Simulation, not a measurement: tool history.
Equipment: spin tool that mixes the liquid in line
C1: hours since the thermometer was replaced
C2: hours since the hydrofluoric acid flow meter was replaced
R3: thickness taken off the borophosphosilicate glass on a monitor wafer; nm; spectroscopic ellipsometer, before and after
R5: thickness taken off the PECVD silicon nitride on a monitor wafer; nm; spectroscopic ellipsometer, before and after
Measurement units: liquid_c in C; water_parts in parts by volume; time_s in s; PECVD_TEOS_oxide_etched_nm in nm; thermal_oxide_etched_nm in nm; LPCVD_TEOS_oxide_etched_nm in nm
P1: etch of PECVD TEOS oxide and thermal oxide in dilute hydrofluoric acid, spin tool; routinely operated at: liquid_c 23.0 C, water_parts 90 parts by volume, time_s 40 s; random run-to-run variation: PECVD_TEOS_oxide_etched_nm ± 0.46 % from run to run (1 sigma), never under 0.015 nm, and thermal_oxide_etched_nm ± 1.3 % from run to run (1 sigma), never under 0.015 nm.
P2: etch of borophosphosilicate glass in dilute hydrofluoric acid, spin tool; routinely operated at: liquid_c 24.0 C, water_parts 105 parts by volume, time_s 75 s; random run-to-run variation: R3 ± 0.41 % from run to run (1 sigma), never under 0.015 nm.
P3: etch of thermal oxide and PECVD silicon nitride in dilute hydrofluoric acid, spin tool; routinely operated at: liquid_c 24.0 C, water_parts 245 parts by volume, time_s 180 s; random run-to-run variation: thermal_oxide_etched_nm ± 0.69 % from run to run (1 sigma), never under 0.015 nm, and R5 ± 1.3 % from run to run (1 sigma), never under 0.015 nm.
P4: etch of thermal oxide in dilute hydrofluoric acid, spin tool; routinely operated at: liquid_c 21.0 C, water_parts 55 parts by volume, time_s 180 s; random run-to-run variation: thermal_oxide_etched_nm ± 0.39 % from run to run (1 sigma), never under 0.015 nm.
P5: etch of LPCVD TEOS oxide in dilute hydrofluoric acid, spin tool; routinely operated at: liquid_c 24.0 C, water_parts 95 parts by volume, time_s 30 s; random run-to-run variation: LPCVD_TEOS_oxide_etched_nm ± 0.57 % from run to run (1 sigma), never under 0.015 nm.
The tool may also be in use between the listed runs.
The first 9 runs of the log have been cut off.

run 10 hour=38.8 | process=P1 liquid_c=17.0 water_parts=90 time_s=40 | C1=689.8 C2=362.6 | PECVD_TEOS_oxide_etched_nm=3.8043 thermal_oxide_etched_nm=1.5522
-- hour=39.5 hydrofluoric acid flow meter replaced
run 11 hour=42.8 | process=P2 liquid_c=24.0 water_parts=50 time_s=75 | C1=693.8 C2=3.3 | R3=105.4000
run 12 hour=47.8 | process=P2 liquid_c=24.0 water_parts=105 time_s=15 | C1=698.8 C2=8.3 | R3=9.3503
run 13 hour=50.7 | process=P4 liquid_c=21.0 water_parts=55 time_s=180 | C1=701.7 C2=11.2 | thermal_oxide_etched_nm=15.0540
run 14 hour=53.6 | process=P4 liquid_c=21.0 water_parts=55 time_s=310 | C1=704.6 C2=14.1 | thermal_oxide_etched_nm=25.8890
run 15 hour=56.8 | process=P3 liquid_c=24.0 water_parts=245 time_s=180 | C1=707.8 C2=17.3 | thermal_oxide_etched_nm=2.8905 R5=2.0875
run 16 hour=61.5 | process=P1 liquid_c=27.0 water_parts=90 time_s=40 | C1=712.5 C2=22.0 | PECVD_TEOS_oxide_etched_nm=5.6722 thermal_oxide_etched_nm=2.3965
run 17 hour=64.6 | process=P4 liquid_c=25.5 water_parts=55 time_s=180 | C1=715.6 C2=25.1 | thermal_oxide_etched_nm=18.0970
run 18 hour=69.1 | process=P2 liquid_c=17.0 water_parts=105 time_s=75 | C1=720.1 C2=29.6 | R3=35.2330
run 19 hour=71.4 | process=P3 liquid_c=24.0 water_parts=245 time_s=180 | C1=722.4 C2=31.9 | thermal_oxide_etched_nm=2.9324 R5=2.0927
run 20 hour=74.4 | process=P2 liquid_c=24.0 water_parts=105 time_s=75 | C1=725.4 C2=34.9 | R3=46.4380
run 21 hour=77.9 | process=P1 liquid_c=23.0 water_parts=90 time_s=40 | C1=728.9 C2=38.4 | PECVD_TEOS_oxide_etched_nm=4.8862 thermal_oxide_etched_nm=2.0208
run 22 hour=82.2 | process=P1 liquid_c=23.0 water_parts=90 time_s=40 | C1=733.2 C2=42.7 | PECVD_TEOS_oxide_etched_nm=4.8451 thermal_oxide_etched_nm=1.9547
run 23 hour=86.5 | process=P5 liquid_c=17.0 water_parts=95 time_s=30 | C1=737.5 C2=47.0 | LPCVD_TEOS_oxide_etched_nm=6.4538
run 24 hour=90.5 | process=P3 liquid_c=17.0 water_parts=245 time_s=180 | C1=741.5 C2=51.0 | thermal_oxide_etched_nm=2.2655 R5=1.3495

Predict the results of run 25:
run 25 hour=92.6 | process=P1 liquid_c=23.0 water_parts=90 time_s=60 | C1=743.6 C2=53.1 | PECVD_TEOS_oxide_etched_nm=? thermal_oxide_etched_nm=?

PECVD_TEOS_oxide_etched_nm: 7.2752 nm
thermal_oxide_etched_nm: 3.0879 nm
